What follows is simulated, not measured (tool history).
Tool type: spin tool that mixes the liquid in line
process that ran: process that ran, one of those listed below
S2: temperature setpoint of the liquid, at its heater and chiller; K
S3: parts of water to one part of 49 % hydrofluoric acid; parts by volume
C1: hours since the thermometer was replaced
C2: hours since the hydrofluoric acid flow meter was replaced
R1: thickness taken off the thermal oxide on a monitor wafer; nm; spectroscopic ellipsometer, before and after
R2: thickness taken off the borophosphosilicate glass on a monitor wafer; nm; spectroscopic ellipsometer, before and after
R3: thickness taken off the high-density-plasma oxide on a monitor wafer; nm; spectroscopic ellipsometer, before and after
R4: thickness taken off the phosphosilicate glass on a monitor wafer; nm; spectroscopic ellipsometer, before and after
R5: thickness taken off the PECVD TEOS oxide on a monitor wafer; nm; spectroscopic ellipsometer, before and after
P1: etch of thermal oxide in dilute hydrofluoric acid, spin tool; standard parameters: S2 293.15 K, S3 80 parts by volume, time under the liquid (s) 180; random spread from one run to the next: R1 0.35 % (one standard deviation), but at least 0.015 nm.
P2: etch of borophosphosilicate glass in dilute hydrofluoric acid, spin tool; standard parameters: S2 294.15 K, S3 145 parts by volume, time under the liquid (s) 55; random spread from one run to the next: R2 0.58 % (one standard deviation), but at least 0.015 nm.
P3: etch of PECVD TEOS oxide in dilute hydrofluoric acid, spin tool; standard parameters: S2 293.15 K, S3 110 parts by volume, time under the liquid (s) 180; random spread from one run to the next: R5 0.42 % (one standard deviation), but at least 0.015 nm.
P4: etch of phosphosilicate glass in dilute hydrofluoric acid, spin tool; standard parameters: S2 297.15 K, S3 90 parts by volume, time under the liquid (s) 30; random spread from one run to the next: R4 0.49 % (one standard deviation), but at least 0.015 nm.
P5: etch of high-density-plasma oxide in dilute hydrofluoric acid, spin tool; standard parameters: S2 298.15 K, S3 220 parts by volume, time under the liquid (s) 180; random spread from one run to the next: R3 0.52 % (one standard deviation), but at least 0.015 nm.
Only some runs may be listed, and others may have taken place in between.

{"run": 1, "hour": 14.4, "process that ran": "P1", "S2": 293.15, "S3": 80, "time under the liquid (s)": 180, "C1": 350.4, "C2": 525.5, "R1": 9.3168}
{"run": 2, "hour": 28.4, "process that ran": "P1", "S2": 293.15, "S3": 80, "time under the liquid (s)": 180, "C1": 364.4, "C2": 539.5, "R1": 9.3873}
{"run": 3, "hour": 38.4, "process that ran": "P2", "S2": 294.15, "S3": 145, "time under the liquid (s)": 15, "C1": 374.4, "C2": 549.5, "R2": 3.2863}
{"run": 4, "hour": 50.4, "process that ran": "P5", "S2": 298.15, "S3": 220, "time under the liquid (s)": 180, "C1": 386.4, "C2": 561.5, "R3": 6.8661}
{"run": 5, "hour": 65.7, "process that ran": "P2", "S2": 294.15, "S3": 75, "time under the liquid (s)": 55, "C1": 401.7, "C2": 576.8, "R2": 25.534}
{"run": 6, "hour": 77.1, "process that ran": "P1", "S2": 293.15, "S3": 35, "time under the liquid (s)": 180, "C1": 413.1, "C2": 588.2, "R1": 22.605}
{"run": 7, "hour": 86.9, "process that ran": "P5", "S2": 298.15, "S3": 375, "time under the liquid (s)": 180, "C1": 422.9, "C2": 598, "R3": 3.4045}
{"run": 8, "hour": 97.3, "process that ran": "P1", "S2": 293.15, "S3": 125, "time under the liquid (s)": 180, "C1": 433.3, "C2": 608.4, "R1": 5.6886}
{"run": 9, "hour": 113.8, "process that ran": "P5", "S2": 303.65, "S3": 220, "time under the liquid (s)": 180, "C1": 449.8, "C2": 624.9, "R3": 8.2834}
{"run": 10, "hour": 129.9, "process that ran": "P1", "S2": 293.15, "S3": 80, "time under the liquid (s)": 180, "C1": 465.9, "C2": 641, "R1": 9.3679}
{"run": 11, "hour": 144.2, "process that ran": "P4", "S2": 297.15, "S3": 90, "time under the liquid (s)": 30, "C1": 480.2, "C2": 655.3, "R4": 31.513}
{"run": 12, "hour": 158.2, "process that ran": "P1", "S2": 293.15, "S3": 80, "time under the liquid (s)": 180, "C1": 494.2, "C2": 669.3, "R1": 9.2773}
{"run": 13, "hour": 175.6, "process that ran": "P1", "S2": 293.15, "S3": 80, "time under the liquid (s)": 365, "C1": 511.6, "C2": 686.7, "R1": 18.979}
{"run": 14, "hour": 191.5, "process that ran": "P1", "S2": 293.15, "S3": 80, "time under the liquid (s)": 70, "C1": 527.5, "C2": 702.6, "R1": 3.641}
{"run": 15, "hour": 199.1, "process that ran": "P1", "S2": 297.15, "S3": 80, "time under the liquid (s)": 295, "C1": 535.1, "C2": 710.2, "R1": 18.122}
{"run": 16, "hour": 208.5, "process that ran": "P3", "S2": 293.15, "S3": 200, "time under the liquid (s)": 180, "C1": 544.5, "C2": 719.6, "R5": 11.898}
{"run": 17, "hour": 219.6, "process that ran": "P4", "S2": 297.15, "S3": 25, "time under the liquid (s)": 30, "C1": 555.6, "C2": 730.7, "R4": 124.25}
{"run": 18, "hour": 232.6, "process that ran": "P3", "S2": 290.15, "S3": 110, "time under the liquid (s)": 180, "C1": 568.6, "C2": 743.7, "R5": 20.989}
{"run": 19, "hour": 247.3, "process that ran": "P5", "S2": 298.15, "S3": 220, "time under the liquid (s)": 360, "C1": 583.3, "C2": 758.4, "R3": 13.552}
{"hour": 260.3, "done": "thermometer replaced"}
{"run": 20, "hour": 261.8, "process that ran": "P3", "S2": 293.15, "S3": 110, "time under the liquid (s)": 180, "C1": 1.5, "C2": 772.9, "R5": 23.878}
{"run": 21, "hour": 274.2, "process that ran": "P1", "S2": 290.15, "S3": 80, "time under the liquid (s)": 180, "C1": 13.9, "C2": 785.3, "R1": 8.2807}
{"run": 22, "hour": 291.8, "process that ran": "P1", "S2": 293.15, "S3": 25, "time under the liquid (s)": 310, "C1": 31.5, "C2": 802.9, "R1": 54.732}
{"run": 23, "hour": 305.4, "process that ran": "P4", "S2": 290.15, "S3": 90, "time under the liquid (s)": 30, "C1": 45.1, "C2": 816.5, "R4": 23.459}
{"run": 24, "hour": 320.6, "process that ran": "P4", "S2": 297.15, "S3": 90, "time under the liquid (s)": 30, "C1": 60.3, "C2": 831.7, "R4": 31.248}
{"run": 25, "hour": 330.1, "process that ran": "P2", "S2": 290.15, "S3": 145, "time under the liquid (s)": 55, "C1": 69.8, "C2": 841.2, "R2": 10.328}
{"run": 26, "hour": 343.6, "process that ran": "P1", "S2": 299.65, "S3": 80, "time under the liquid (s)": 180, "C1": 83.3, "C2": 854.7, "R1": 12.145}
{"run": 27, "hour": 351.6, "process that ran": "P4", "S2": 297.15, "S3": 90, "time under the liquid (s)": 55, "C1": 91.3, "C2": 862.7, "R4": 57.575}
{"hour": 354.8, "done": "hydrofluoric acid flow meter replaced"}
{"run": 28, "hour": 364.8, "process that ran": "P3", "S2": 293.15, "S3": 110, "time under the liquid (s)": 35, "C1": 104.5, "C2": 10.1, "R5": 4.6196}
{"run": 29, "hour": 382.4, "process that ran": "P2", "S2": 294.15, "S3": 145, "time under the liquid (s)": 55, "C1": 122.1, "C2": 27.7, "R2": 11.932}
{"run": 30, "hour": 393.6, "process that ran": "P1", "S2": 293.15, "S3": 80, "time under the liquid (s)": 180, "C1": 133.3, "C2": 38.9, "R1": 9.4275}
{"run": 31, "hour": 406.6, "process that ran": "P1", "S2": 293.15, "S3": 80, "time under the liquid (s)": 180, "C1": 146.3, "C2": 51.9, "R1": 9.3948}
{"run": 32, "hour": 414.7, "process that ran": "P5", "S2": 298.15, "S3": 220, "time under the liquid (s)": 180, "C1": 154.4, "C2": 60, "R3": 6.8336}

The next listed run, before its measurement:
{"run": 33, "hour": 423.2, "process that ran": "P1", "S2": 290.15, "S3": 80, "time under the liquid (s)": 35, "C1": 162.9, "C2": 68.5, "R1": "?"}

{"run 33": {"R1": 1.6037}}
